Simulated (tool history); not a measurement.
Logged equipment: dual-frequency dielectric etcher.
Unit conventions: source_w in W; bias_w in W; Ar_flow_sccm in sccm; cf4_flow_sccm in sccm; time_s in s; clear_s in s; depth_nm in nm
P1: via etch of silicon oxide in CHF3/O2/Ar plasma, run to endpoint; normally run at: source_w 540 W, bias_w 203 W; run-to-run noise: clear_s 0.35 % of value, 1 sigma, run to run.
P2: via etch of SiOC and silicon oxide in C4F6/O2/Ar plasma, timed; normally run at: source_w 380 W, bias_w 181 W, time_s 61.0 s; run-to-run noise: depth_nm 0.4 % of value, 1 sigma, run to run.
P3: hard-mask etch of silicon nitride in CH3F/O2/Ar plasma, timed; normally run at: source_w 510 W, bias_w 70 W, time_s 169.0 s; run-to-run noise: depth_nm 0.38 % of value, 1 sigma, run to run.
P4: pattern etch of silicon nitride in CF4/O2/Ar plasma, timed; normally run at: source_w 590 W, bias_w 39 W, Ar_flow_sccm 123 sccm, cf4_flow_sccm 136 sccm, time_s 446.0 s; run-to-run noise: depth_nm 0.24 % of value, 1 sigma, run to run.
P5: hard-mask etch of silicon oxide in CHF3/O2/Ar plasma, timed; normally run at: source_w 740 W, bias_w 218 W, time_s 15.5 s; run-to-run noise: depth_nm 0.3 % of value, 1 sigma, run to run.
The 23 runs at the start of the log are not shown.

run 24 hour=75.8 | process=P4 source_w=590 bias_w=39 Ar_flow_sccm=123 cf4_flow_sccm=168 time_s=446.0 | depth_nm=941.050
run 25 hour=78.7 | process=P5 source_w=980 bias_w=218 time_s=15.5 | depth_nm=40.250
run 26 hour=81.4 | process=P1 source_w=540 bias_w=203 | clear_s=293.10
run 27 hour=83.4 | process=P3 source_w=630 bias_w=70 time_s=169.0 | depth_nm=142.030
run 28 hour=86.3 | process=P3 source_w=510 bias_w=70 time_s=169.0 | depth_nm=131.310
run 29 hour=89.2 | process=P4 source_w=720 bias_w=39 Ar_flow_sccm=123 cf4_flow_sccm=136 time_s=446.0 | depth_nm=1096.500
run 30 hour=91.4 | process=P1 source_w=430 bias_w=126 | clear_s=374.30
run 31 hour=93.9 | process=P1 source_w=640 bias_w=123 | clear_s=324.19

Run 32 comes next. What will it give?
run 32 hour=97.7 | process=P4 source_w=590 bias_w=30 Ar_flow_sccm=123 cf4_flow_sccm=136 time_s=446.0 | depth_nm=?

{"run 32": {"depth_nm": 840.39}}

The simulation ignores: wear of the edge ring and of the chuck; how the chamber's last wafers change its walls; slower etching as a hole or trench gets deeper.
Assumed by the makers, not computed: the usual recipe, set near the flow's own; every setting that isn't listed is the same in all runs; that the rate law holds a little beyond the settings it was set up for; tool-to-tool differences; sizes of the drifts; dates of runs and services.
